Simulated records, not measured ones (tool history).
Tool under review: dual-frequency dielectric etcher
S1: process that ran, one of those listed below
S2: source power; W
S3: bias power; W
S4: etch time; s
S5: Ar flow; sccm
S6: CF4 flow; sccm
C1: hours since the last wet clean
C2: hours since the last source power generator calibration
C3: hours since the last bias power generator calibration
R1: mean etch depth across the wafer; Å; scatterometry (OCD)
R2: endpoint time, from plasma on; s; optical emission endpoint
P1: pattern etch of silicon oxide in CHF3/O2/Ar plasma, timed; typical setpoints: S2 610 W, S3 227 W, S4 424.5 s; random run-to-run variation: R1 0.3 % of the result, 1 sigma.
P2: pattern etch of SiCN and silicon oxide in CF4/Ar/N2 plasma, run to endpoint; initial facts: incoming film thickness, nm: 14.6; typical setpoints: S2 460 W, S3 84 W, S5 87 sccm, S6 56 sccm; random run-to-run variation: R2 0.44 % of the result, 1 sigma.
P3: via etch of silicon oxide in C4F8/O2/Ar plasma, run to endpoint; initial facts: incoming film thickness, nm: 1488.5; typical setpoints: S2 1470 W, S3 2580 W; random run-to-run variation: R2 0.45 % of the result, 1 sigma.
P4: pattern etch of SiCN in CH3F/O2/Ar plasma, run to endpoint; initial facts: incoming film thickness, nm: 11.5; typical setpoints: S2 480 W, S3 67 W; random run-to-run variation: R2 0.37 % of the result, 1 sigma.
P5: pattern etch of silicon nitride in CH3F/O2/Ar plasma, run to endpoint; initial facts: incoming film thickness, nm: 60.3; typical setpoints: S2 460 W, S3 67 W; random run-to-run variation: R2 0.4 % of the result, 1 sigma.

run    day  S1    S2    S3     S4  S5  S6     C1     C2      C3      R1      R2
  1  0.208  P1   610   227  424.5          272.5  293.7  2874.2  9557.3
  2  0.458  P2   460    84         87  56  278.5  299.7  2880.2          16.105
  3  0.592  P1   610   227  424.5          281.7  302.9  2883.4  9507.4
  4  0.825  P5   460    91                 287.3  308.5    2889          76.171
  5  1.029  P1   810   227  424.5          292.2  313.4  2893.9   10554
  6  1.179  P1   610   139  424.5          295.8    317  2897.5  8078.9
  7  1.338  P3  1470  2580                 299.6  320.8  2901.3          305.15
  8  1.558  P1   610   293  424.5          304.9  326.1  2906.6   10504
  9  1.712  P4   480    67                 308.6  329.8  2910.3          29.025
 10  1.825  P1   830   227  537.5          311.3  332.5    2913   13567
 11  2.029  P3  1940  2580                 316.2  337.4  2917.9           273.3
 12  2.154  P4   390    67                 319.2  340.4  2920.9          31.486
 13  2.388  P2   460    84         87  73  324.8    346  2926.5          15.528
 14  2.583  P3  1470  3471                 329.5  350.7  2931.2          274.81
 15  2.717  P1   610   227  424.5          332.7  353.9  2934.4  9497.1
 16  2.871  P1   610   227  424.5          336.4  357.6  2938.1    9533
 17  3.112  P2   560    84         87  56  342.2  363.4  2943.9           13.55
 18  3.358  P1   610   227    582          348.1  369.3  2949.8   13087
 19  3.538  P5   640    67                 352.4  373.6  2954.1          74.406
 20  3.675  P4   480    87                 355.7  376.9  2957.4          26.504
 21  3.867  P5   460    67                 360.3  381.5    2962          84.463
 22   4.05  P1   610   227  233.5          364.7  385.9  2966.4    5255
 23  4.288  P2   460    84         55  56  370.4  391.6  2972.1          15.077
 24  4.462  P1   450   314  424.5          374.6  395.8  2976.3  9598.7
 25  4.704  P1   420   227  424.5          380.4  401.6  2982.1  8269.2
 26   4.95  P3  1470  2580                 386.3  407.5    2988          307.06
 27  5.204  P2   460    51         87  56  392.4  413.6  2994.1          19.051
 28   5.35  P1   430   227    623          395.9  417.1  2997.6   12277
 29  5.592  P1   610   227  424.5          401.7  422.9  3003.4  9547.6
 30   5.75  P1   610   227  424.5          405.5  426.7  3007.2  9588.1
 31  5.883  P1   610   227  424.5          408.7  429.9  3010.4    9605
     6.046  -- wet clean of the chamber
 32  6.088  P1   610   227  424.5              1  434.8  3015.3  9645.9
 33  6.262  P1   610   227  424.5            5.2    439  3019.5  9705.5
 34  6.396  P1   610   227  424.5            8.4  442.2  3022.7  9702.6
 35  6.625  P1   610   227  424.5           13.9  447.7  3028.2  9729.5

Something has made what P1 gives creep away from where it was; the 2 causes below, each at its own stated size, fit the log equally well:
A: source power that arrives over what is set, % = 4.01
B: bias power that arrives over what is set, % = 4.31
The onset of the drift is placed at about day 5.592.
All other causes, with the reason each is excluded:
chamber walls in a state that raises the etch rate, %: serviced at day 6.046, after the drift had started, without restoring the earlier output

Which of the 4 check runs listed below, each an average over 3 wafers with its results shown as question marks, gives clearly different results under the different listed causes?
check 1  6.854  P5   640    89                               ?
check 2  6.854  P3  1880  3202                               ?
check 3  6.854  P2   460    84      69  56                   ?
check 4  6.854  P4   390    79                               ?

Check results expected under each cause:
  check  result    if A    if B
check 1      R2  66.719  66.732
check 2      R2  254.13  254.61
check 3      R2  15.072   15.38
check 4      R2  29.298  29.281
Separation of the two closest causes in each check, using whichever result separates them best: check 1 0.02 %; check 2 0.19 %; check 3 2.02 %; check 4 0.06 %
Only in check 3 would the causes give clearly different results; in the remaining checks their results would be nearly the same.

The results of check 3 are: R2 15.399 s. Based on these, which of the listed causes is it?

Of the candidate causes, it is B: bias power that arrives over what is set, %.
